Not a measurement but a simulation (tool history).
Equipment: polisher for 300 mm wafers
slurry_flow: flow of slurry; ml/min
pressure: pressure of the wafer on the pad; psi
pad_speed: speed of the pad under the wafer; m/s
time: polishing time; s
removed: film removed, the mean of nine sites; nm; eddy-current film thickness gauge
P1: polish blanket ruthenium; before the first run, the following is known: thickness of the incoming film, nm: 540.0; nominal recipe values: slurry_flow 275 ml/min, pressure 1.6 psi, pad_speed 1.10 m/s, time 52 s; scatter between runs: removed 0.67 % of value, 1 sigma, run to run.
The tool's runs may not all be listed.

run,hour,slurry_flow,pressure,pad_speed,time,wafers polished on this pad,hours since the slurry nozzle was cleaned,hours since the head pressure was calibrated,removed
1,2.9,275,1.6,1.10,52,855,288.0,237.8,58.652
2,7.7,275,2.2,1.10,52,906,292.8,242.6,80.317
3,11.7,275,1.6,1.10,52,949,296.8,246.6,57.660
4,17.1,275,1.6,1.10,52,1006,302.2,252.0,58.155
5,20.6,275,1.6,1.10,78,1044,305.7,255.5,86.506
6,24.5,275,1.6,1.72,52,1085,309.6,259.4,91.462
7,28.9,275,1.2,1.10,29,1132,314.0,263.8,24.342
8,32.7,275,1.6,1.10,52,1173,317.8,267.6,58.020
# hour 34.3: head pressure recalibrated
9,37.9,275,1.6,1.10,52,1228,323.0,3.6,58.227
10,44.1,275,1.6,0.50,52,1294,329.2,9.8,26.663
11,49.8,275,1.6,1.10,24,1355,334.9,15.5,26.946
12,55.9,275,0.7,1.10,52,1420,341.0,21.6,25.728
13,59.7,165,1.6,1.10,52,1461,344.8,25.4,54.162
14,64.1,405,1.6,1.10,52,1508,349.2,29.8,60.634
15,68.7,275,1.6,1.10,52,1557,353.8,34.4,57.757
16,75.1,275,1.6,1.10,52,1625,360.2,40.8,58.539
17,78.7,275,1.6,1.10,52,1663,363.8,44.4,57.886
18,82.8,275,1.6,1.10,52,1707,367.9,48.5,57.414
19,87.9,275,1.6,1.10,52,1762,373.0,53.6,56.688
20,91.8,275,1.6,1.10,52,1803,376.9,57.5,56.548
21,97.4,275,1.6,1.10,52,1863,382.5,63.1,55.837
22,103.5,275,1.6,1.10,52,1928,388.6,69.2,55.622

For run 23, what comes out?
23,106.4,275,1.6,1.10,52,1959,391.5,72.1,?

removed: 55.513 nm

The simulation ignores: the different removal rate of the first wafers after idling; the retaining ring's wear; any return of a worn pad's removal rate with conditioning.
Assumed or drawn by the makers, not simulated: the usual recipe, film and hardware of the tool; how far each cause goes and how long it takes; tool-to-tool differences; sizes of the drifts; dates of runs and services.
